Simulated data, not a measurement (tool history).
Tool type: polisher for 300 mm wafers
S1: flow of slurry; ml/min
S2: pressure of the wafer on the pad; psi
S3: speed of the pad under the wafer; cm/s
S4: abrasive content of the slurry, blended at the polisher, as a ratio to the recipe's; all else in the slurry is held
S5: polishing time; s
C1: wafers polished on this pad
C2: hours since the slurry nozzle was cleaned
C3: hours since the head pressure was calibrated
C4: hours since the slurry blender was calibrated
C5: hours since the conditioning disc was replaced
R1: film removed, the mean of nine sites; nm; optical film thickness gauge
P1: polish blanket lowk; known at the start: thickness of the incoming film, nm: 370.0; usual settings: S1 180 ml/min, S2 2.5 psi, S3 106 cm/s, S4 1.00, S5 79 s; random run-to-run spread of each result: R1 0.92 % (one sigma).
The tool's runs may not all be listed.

{"run": 1, "hour": 11.4, "S1": 180, "S2": 2.5, "S3": 106, "S4": 1.0, "S5": 79, "C1": 391, "C2": 178.7, "C3": 571.0, "C4": 222.4, "C5": 273.2, "R1": 44.395}
{"run": 2, "hour": 24.9, "S1": 180, "S2": 3.2, "S3": 106, "S4": 1.0, "S5": 79, "C1": 481, "C2": 192.2, "C3": 584.5, "C4": 235.9, "C5": 286.7, "R1": 56.745}
{"run": 3, "hour": 34.3, "S1": 110, "S2": 3.3, "S3": 106, "S4": 1.0, "S5": 79, "C1": 544, "C2": 201.6, "C3": 593.9, "C4": 245.3, "C5": 296.1, "R1": 53.351}
{"run": 4, "hour": 46.0, "S1": 180, "S2": 2.5, "S3": 106, "S4": 1.0, "S5": 79, "C1": 622, "C2": 213.3, "C3": 605.6, "C4": 257.0, "C5": 307.8, "R1": 43.974}
{"run": 5, "hour": 58.1, "S1": 180, "S2": 2.5, "S3": 106, "S4": 1.0, "S5": 79, "C1": 703, "C2": 225.4, "C3": 617.7, "C4": 269.1, "C5": 319.9, "R1": 44.102}
{"run": 6, "hour": 71.8, "S1": 180, "S2": 2.5, "S3": 106, "S4": 1.0, "S5": 36, "C1": 795, "C2": 239.1, "C3": 631.4, "C4": 282.8, "C5": 333.6, "R1": 20.585}
{"run": 7, "hour": 79.9, "S1": 180, "S2": 2.5, "S3": 106, "S4": 1.0, "S5": 100, "C1": 849, "C2": 247.2, "C3": 639.5, "C4": 290.9, "C5": 341.7, "R1": 56.653}
{"run": 8, "hour": 90.9, "S1": 180, "S2": 2.5, "S3": 106, "S4": 1.0, "S5": 79, "C1": 922, "C2": 258.2, "C3": 650.5, "C4": 301.9, "C5": 352.7, "R1": 44.73}
{"run": 9, "hour": 104.2, "S1": 180, "S2": 2.5, "S3": 106, "S4": 1.25, "S5": 79, "C1": 1011, "C2": 271.5, "C3": 663.8, "C4": 315.2, "C5": 366.0, "R1": 48.059}
{"run": 10, "hour": 118.5, "S1": 125, "S2": 2.5, "S3": 158, "S4": 1.0, "S5": 79, "C1": 1106, "C2": 285.8, "C3": 678.1, "C4": 329.5, "C5": 380.3, "R1": 56.714}
{"run": 11, "hour": 127.1, "S1": 180, "S2": 1.1, "S3": 106, "S4": 1.0, "S5": 79, "C1": 1164, "C2": 294.4, "C3": 686.7, "C4": 338.1, "C5": 388.9, "R1": 19.768}
{"run": 12, "hour": 134.3, "S1": 235, "S2": 2.5, "S3": 106, "S4": 1.0, "S5": 79, "C1": 1212, "C2": 301.6, "C3": 693.9, "C4": 345.3, "C5": 396.1, "R1": 46.561}
{"run": 13, "hour": 146.5, "S1": 180, "S2": 2.5, "S3": 60, "S4": 1.0, "S5": 79, "C1": 1293, "C2": 313.8, "C3": 706.1, "C4": 357.5, "C5": 408.3, "R1": 28.185}
{"run": 14, "hour": 156.7, "S1": 110, "S2": 2.5, "S3": 106, "S4": 1.0, "S5": 79, "C1": 1361, "C2": 324.0, "C3": 716.3, "C4": 367.7, "C5": 418.5, "R1": 40.715}
{"run": 15, "hour": 163.2, "S1": 180, "S2": 2.5, "S3": 164, "S4": 1.0, "S5": 79, "C1": 1405, "C2": 330.5, "C3": 722.8, "C4": 374.2, "C5": 425.0, "R1": 63.139}
{"run": 16, "hour": 177.8, "S1": 180, "S2": 2.5, "S3": 106, "S4": 0.8, "S5": 79, "C1": 1502, "C2": 345.1, "C3": 737.4, "C4": 388.8, "C5": 439.6, "R1": 40.366}
{"run": 17, "hour": 190.7, "S1": 180, "S2": 2.5, "S3": 106, "S4": 1.0, "S5": 79, "C1": 1588, "C2": 358.0, "C3": 750.3, "C4": 401.7, "C5": 452.5, "R1": 44.788}
{"run": 18, "hour": 204.3, "S1": 180, "S2": 2.5, "S3": 106, "S4": 1.0, "S5": 79, "C1": 1679, "C2": 371.6, "C3": 763.9, "C4": 415.3, "C5": 466.1, "R1": 43.579}
{"run": 19, "hour": 215.5, "S1": 180, "S2": 2.5, "S3": 106, "S4": 1.0, "S5": 79, "C1": 1754, "C2": 382.8, "C3": 775.1, "C4": 426.5, "C5": 477.3, "R1": 42.968}
{"run": 20, "hour": 226.5, "S1": 180, "S2": 2.5, "S3": 106, "S4": 1.0, "S5": 79, "C1": 1827, "C2": 393.8, "C3": 786.1, "C4": 437.5, "C5": 488.3, "R1": 42.692}
{"hour": 233.3, "done": "conditioning disc replaced and pad reconditioned"}
{"hour": 239.0, "done": "worn pad replaced by a new one"}
{"run": 21, "hour": 240.4, "S1": 180, "S2": 2.5, "S3": 106, "S4": 1.0, "S5": 79, "C1": 9, "C2": 407.7, "C3": 800.0, "C4": 451.4, "C5": 7.1, "R1": 41.903}
{"hour": 251.3, "done": "head pressure recalibrated"}
{"run": 22, "hour": 254.1, "S1": 180, "S2": 2.5, "S3": 106, "S4": 1.0, "S5": 79, "C1": 100, "C2": 421.4, "C3": 2.8, "C4": 465.1, "C5": 20.8, "R1": 41.102}

Expected results for the next run?
{"run": 23, "hour": 268.3, "S1": 180, "S2": 2.5, "S3": 106, "S4": 1.0, "S5": 79, "C1": 195, "C2": 435.6, "C3": 17.0, "C4": 479.3, "C5": 35.0, "R1": "?"}

Run 23 produced R1 41.095 nm.

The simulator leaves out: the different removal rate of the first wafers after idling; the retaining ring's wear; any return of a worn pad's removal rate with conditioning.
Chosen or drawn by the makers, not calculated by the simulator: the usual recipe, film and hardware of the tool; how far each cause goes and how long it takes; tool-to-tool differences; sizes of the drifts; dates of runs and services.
